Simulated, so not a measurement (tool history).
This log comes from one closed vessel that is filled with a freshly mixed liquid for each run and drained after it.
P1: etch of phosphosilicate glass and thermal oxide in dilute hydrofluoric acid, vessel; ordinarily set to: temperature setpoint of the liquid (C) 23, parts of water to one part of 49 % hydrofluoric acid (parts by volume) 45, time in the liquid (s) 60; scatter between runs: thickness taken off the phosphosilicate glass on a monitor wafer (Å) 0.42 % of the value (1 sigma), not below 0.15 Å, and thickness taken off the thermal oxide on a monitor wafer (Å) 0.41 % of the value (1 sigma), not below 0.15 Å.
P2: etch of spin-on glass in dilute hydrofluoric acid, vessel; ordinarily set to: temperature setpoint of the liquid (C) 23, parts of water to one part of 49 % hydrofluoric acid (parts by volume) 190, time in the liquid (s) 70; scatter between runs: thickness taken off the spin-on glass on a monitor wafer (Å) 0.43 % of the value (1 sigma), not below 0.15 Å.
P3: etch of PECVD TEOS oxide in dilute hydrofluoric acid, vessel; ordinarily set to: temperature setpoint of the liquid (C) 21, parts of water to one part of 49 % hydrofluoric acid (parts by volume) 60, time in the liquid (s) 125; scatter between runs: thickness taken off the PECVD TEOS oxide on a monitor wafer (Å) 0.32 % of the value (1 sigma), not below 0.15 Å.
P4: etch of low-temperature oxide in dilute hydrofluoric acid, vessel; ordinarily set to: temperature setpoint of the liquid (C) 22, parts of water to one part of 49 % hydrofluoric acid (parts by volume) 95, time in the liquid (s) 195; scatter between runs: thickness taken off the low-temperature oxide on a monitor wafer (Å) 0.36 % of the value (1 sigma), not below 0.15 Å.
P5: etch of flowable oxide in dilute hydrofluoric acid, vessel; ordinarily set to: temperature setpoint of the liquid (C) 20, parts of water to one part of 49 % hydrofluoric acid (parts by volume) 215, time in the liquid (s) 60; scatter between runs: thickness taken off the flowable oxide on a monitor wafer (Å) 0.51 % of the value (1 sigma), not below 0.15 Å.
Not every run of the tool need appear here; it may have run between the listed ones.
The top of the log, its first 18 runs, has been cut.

run	hour	process that ran	temperature setpoint of the liquid (C)	parts of water to one part of 49 % hydrofluoric acid (parts by volume)	time in the liquid (s)	hours since the thermometer was replaced	hours since the hydrofluoric acid flow meter was replaced	thickness taken off the phosphosilicate glass on a monitor wafer (Å)	thickness taken off the thermal oxide on a monitor wafer (Å)	thickness taken off the spin-on glass on a monitor wafer (Å)	thickness taken off the low-temperature oxide on a monitor wafer (Å)	thickness taken off the flowable oxide on a monitor wafer (Å)	thickness taken off the PECVD TEOS oxide on a monitor wafer (Å)
19	139.9	P4	22	20	195	849	97.4				1739.1		
20	144.8	P1	23	45	60	853.9	102.3	1896.2	63.112				
21	152.4	P3	21	25	125	861.5	109.9						1372.7
22	162	P1	23	45	60	871.1	119.5	1892.4	63.48				
23	170.2	P3	26.5	60	125	879.3	127.7						687.13
24	179.4	P4	17	95	195	888.5	136.9				272.73		
25	189.1	P1	23	45	60	898.2	146.6	1917.2	62.804				
26	198	P1	23	65	60	907.1	155.5	1288.7	42.839				
27	206.6	P1	23	20	60	915.7	164.1	4435.6	146.39				
28	211.5	P3	21	60	125	920.6	169						545.77
29	219.5	P1	28	45	60	928.6	177	2332.4	77.146				
30	224	P1	23	45	60	933.1	181.5	1895.4	62.581				
31	228.6	P2	23	70	70	937.7	186.1			352.56			
32	234.5	P1	23	45	60	943.6	192	1913.3	62.625				

Run 33 is up next; what results do you expect?
33	241.9	P1	23	45	60	951	199.4	?	?				

thickness taken off the phosphosilicate glass on a monitor wafer (Å): 1848.1
thickness taken off the thermal oxide on a monitor wafer (Å): 61.245
